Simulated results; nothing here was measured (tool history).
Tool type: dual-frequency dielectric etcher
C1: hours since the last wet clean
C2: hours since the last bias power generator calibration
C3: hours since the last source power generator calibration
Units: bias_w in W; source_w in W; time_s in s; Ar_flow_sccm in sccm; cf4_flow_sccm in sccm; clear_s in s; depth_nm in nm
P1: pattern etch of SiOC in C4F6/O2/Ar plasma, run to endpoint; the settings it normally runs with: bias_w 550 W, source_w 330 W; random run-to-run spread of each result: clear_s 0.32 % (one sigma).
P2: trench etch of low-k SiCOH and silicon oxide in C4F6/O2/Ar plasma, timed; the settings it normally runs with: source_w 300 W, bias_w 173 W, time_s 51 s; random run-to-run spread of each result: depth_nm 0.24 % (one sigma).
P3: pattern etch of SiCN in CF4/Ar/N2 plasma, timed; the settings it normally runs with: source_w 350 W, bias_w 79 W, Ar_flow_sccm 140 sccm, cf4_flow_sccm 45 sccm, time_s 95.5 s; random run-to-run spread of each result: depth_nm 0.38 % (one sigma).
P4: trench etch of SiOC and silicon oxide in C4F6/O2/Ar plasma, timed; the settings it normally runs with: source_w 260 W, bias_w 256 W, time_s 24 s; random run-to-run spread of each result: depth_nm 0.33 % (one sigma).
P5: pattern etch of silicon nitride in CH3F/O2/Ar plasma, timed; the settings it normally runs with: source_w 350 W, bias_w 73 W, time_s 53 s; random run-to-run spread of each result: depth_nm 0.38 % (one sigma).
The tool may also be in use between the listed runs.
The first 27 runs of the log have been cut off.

run 28 day=10.304 | process=P1 bias_w=550 source_w=450 | C1=449 C2=812.2 C3=218 | clear_s=11.546
run 29 day=10.562 | process=P5 bias_w=73 source_w=350 time_s=53 | C1=455.2 C2=818.4 C3=224.2 | depth_nm=35.289
run 30 day=10.95 | process=P1 bias_w=550 source_w=330 | C1=464.5 C2=827.7 C3=233.5 | clear_s=12.951
run 31 day=11.446 | process=P1 bias_w=550 source_w=270 | C1=476.4 C2=839.6 C3=245.4 | clear_s=13.948
run 32 day=11.838 | process=P1 bias_w=550 source_w=330 | C1=485.8 C2=849 C3=254.8 | clear_s=13.053
run 33 day=12.192 | process=P1 bias_w=550 source_w=330 | C1=494.3 C2=857.5 C3=263.3 | clear_s=12.899
run 34 day=12.654 | process=P1 bias_w=550 source_w=330 | C1=505.4 C2=868.6 C3=274.4 | clear_s=12.849
run 35 day=13.05 | process=P1 bias_w=550 source_w=330 | C1=514.9 C2=878.1 C3=283.9 | clear_s=12.842
-- day=13.092 wet clean of the chamber
run 36 day=13.429 | process=P1 bias_w=550 source_w=330 | C1=8.2 C2=887.2 C3=293 | clear_s=12.907
run 37 day=13.75 | process=P1 bias_w=550 source_w=330 | C1=15.9 C2=894.9 C3=300.7 | clear_s=12.797
run 38 day=14.242 | process=P1 bias_w=550 source_w=330 | C1=27.7 C2=906.7 C3=312.5 | clear_s=12.781

The next listed run, before its measurement:
run 39 day=14.554 | process=P1 bias_w=550 source_w=330 | C1=35.2 C2=914.2 C3=320 | clear_s=?

clear_s: 12.798 s

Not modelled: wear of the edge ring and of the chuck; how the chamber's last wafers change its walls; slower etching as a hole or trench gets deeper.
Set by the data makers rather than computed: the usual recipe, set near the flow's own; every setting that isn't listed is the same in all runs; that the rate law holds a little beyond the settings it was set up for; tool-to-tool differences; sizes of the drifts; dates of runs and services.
